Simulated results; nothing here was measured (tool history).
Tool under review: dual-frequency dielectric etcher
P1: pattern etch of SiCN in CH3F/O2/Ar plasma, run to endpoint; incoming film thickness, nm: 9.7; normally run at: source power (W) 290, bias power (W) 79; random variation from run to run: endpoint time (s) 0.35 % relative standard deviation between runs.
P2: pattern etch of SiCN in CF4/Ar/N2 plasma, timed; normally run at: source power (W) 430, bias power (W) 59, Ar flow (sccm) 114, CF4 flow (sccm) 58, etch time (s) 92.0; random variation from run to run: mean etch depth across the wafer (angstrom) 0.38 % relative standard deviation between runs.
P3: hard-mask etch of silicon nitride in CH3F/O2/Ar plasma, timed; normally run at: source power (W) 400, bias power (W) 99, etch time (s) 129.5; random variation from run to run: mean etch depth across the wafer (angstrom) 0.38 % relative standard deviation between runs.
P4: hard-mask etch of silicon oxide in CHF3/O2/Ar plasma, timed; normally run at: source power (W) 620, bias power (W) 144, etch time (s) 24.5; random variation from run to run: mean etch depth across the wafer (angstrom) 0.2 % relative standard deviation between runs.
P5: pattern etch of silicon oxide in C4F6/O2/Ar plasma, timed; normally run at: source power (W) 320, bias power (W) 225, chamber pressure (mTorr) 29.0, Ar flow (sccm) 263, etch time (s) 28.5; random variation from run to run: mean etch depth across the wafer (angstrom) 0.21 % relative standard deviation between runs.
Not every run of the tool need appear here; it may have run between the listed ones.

run   hour  process that ran  source power (W)  bias power (W)  etch time (s)  Ar flow (sccm)  CF4 flow (sccm)  chamber pressure (mTorr)  hours since the last wet clean  hours since the last source power generator calibration  hours since the last bias power generator calibration  endpoint time (s)  mean etch depth across the wafer (angstrom)
  1    8.8                P1               290              79                                                                                                     463.0                                                   2890.7                                                 1640.6             29.036
  2   21.0                P1               290              79                                                                                                     475.2                                                   2902.9                                                 1652.8             29.024
  3   34.4                P3               400             138          129.5                                                                                      488.6                                                   2916.3                                                 1666.2                                                         1129.70
  4   46.3                P1               360              79                                                                                                     500.5                                                   2928.2                                                 1678.1             26.730
  5   53.3                P2               430              59           92.0             114               70                                                     507.5                                                   2935.2                                                 1685.1                                                          688.40
  6   64.2                P1               370              98                                                                                                     518.4                                                   2946.1                                                 1696.0             24.417
  7   78.1                P3               400              99          129.5                                                                                      532.3                                                   2960.0                                                 1709.9                                                         1009.20
  8   89.7                P3               520              99          129.5                                                                                      543.9                                                   2971.6                                                 1721.5                                                         1106.40
  9   97.2                P1               190              97                                                                                                     551.4                                                   2979.1                                                 1729.0             31.387
 10  111.1                P1               290              79                                                                                                     565.3                                                   2993.0                                                 1742.9             28.913
 11  120.7                P1               290              79                                                                                                     574.9                                                   3002.6                                                 1752.5             28.901
 12  131.3                P5               320             225           28.5             263                                       39.5                           585.5                                                   3013.2                                                 1763.1                                                          863.30
 13  138.9                P5               320             148           28.5             263                                       29.0                           593.1                                                   3020.8                                                 1770.7                                                          779.16
 14  150.6                P5               200             225           28.5             263                                       29.0                           604.8                                                   3032.5                                                 1782.4                                                          750.80
 15  163.7                P3               400              99          129.5                                                                                      617.9                                                   3045.6                                                 1795.5                                                         1007.90
 16  170.1                P1               290              53                                                                                                     624.3                                                   3052.0                                                 1801.9             33.176
 17  184.5                P2               430              59           92.0             147               58                                                     638.7                                                   3066.4                                                 1816.3                                                          637.23
     184.6  -- source power generator calibrated
 18  198.1                P5               320             225           28.5             263                                       29.0                           652.3                                                     13.6                                                 1829.9                                                          895.35
 19  209.4                P1               350              58                                                                                                     663.6                                                     24.9                                                 1841.2             29.985
 20  218.6                P2               430              59           92.0             114               58                                                     672.8                                                     34.1                                                 1850.4                                                          670.40
 21  231.6                P1               290              79                                                                                                     685.8                                                     47.1                                                 1863.4             29.178
 22  244.5                P1               290              79                                                                                                     698.7                                                     60.0                                                 1876.3             28.985
 23  259.1                P2               250              59           92.0             114               58                                                     713.3                                                     74.6                                                 1890.9                                                          412.45
 24  266.9                P1               200              79                                                                                                     721.1                                                     82.4                                                 1898.7             33.365
 25  274.6                P1               290              97                                                                                                     728.8                                                     90.1                                                 1906.4             26.694
 26  282.5                P4               360             144           24.5                                                                                      736.7                                                     98.0                                                 1914.3                                                          376.67
 27  288.8                P5               320             225           28.5             351                                       29.0                           743.0                                                    104.3                                                 1920.6                                                          865.12
 28  295.2                P1               290              79                                                                                                     749.4                                                    110.7                                                 1927.0             28.844
 29  307.8                P5               320             225           16.5             263                                       29.0                           762.0                                                    123.3                                                 1939.6                                                          519.11
 30  314.8                P4               620             198           24.5                                                                                      769.0                                                    130.3                                                 1946.6                                                          515.42
 31  322.9                P3               400              99          183.0                                                                                      777.1                                                    138.4                                                 1954.7                                                         1418.80
 32  336.1                P2               430              36           92.0             114               58                                                     790.3                                                    151.6                                                 1967.9                                                          564.67
 33  344.8                P2               430              59           69.0             114               58                                                     799.0                                                    160.3                                                 1976.6                                                          502.65
 34  358.8                P4               620             144           36.0                                                                                      813.0                                                    174.3                                                 1990.6                                                          682.95
 35  370.5                P4               620             144           24.5                                                                                      824.7                                                    186.0                                                 2002.3                                                          463.94
 36  382.4                P1               290              79                                                                                                     836.6                                                    197.9                                                 2014.2             28.918
 37  390.7                P1               290              79                                                                                                     844.9                                                    206.2                                                 2022.5             28.969
 38  401.8                P1               290              79                                                                                                     856.0                                                    217.3                                                 2033.6             28.801
 39  415.6                P1               290              79                                                                                                     869.8                                                    231.1                                                 2047.4             28.607
 40  428.9                P1               290              79                                                                                                     883.1                                                    244.4                                                 2060.7             28.426
     432.0  -- wet clean of the chamber
 41  439.4                P1               290              79                                                                                                       7.4                                                    254.9                                                 2071.2             28.372
 42  453.0                P1               290              79                                                                                                      21.0                                                    268.5                                                 2084.8             28.484
 43  466.9                P1               290              79                                                                                                      34.9                                                    282.4                                                 2098.7             28.400
 44  476.1                P1               290              79                                                                                                      44.1                                                    291.6                                                 2107.9             28.440

What P1 gives has crept off from where it sat before. The 2 causes that follow fit the log equally well, each at the size noted:
A: source power that arrives over what is set, % = 4.83
B: bias power that arrives over what is set, % = 4.85
The process output started creeping at around hour 382.4.
Ruled out, with reasons:
chamber walls in a state that raises the etch rate, %: serviced at hour 432.0, after the change had begun; the process did not return to its earlier output

Which of the check runs below tells the causes apart, meaning the causes would give it clearly different results? Each run uses 2 wafers whose results are averaged, and each result is shown as a question mark.
check 1  485.3                P2               430              39           92.0             114               58                                                                                                                                                                                                                                         ?
check 2  485.3                P5               210             225           21.5             263                                       29.0                                                                                                                                                                                                               ?
check 3  485.3                P3               470             136          129.5                                                                                                                                                                                                                                                                          ?
check 4  485.3                P4               520             175           24.5                                                                                                                                                                                                                                                                          ?

Predicted outcomes, by check and by cause:
  check                                       result     if A     if B
check 1  mean etch depth across the wafer (angstrom)   604.85   588.92
check 2  mean etch depth across the wafer (angstrom)   586.13   585.25
check 3  mean etch depth across the wafer (angstrom)  1219.70  1220.80
check 4  mean etch depth across the wafer (angstrom)   470.50   469.58
Gap, in per cent, between the two causes that each check separates least, read from the result that separates them most: check 1 2.67 %; check 2 0.15 %; check 3 0.09 %; check 4 0.2 %
Check 1 distinguishes between the causes, while the remaining checks would return nearly the same result for all of them.

After running check 1, the following was obtained: mean etch depth across the wafer (angstrom) 603.58. Which cause does this point to?

The correct cause is A, namely: source power that arrives over what is set, %.
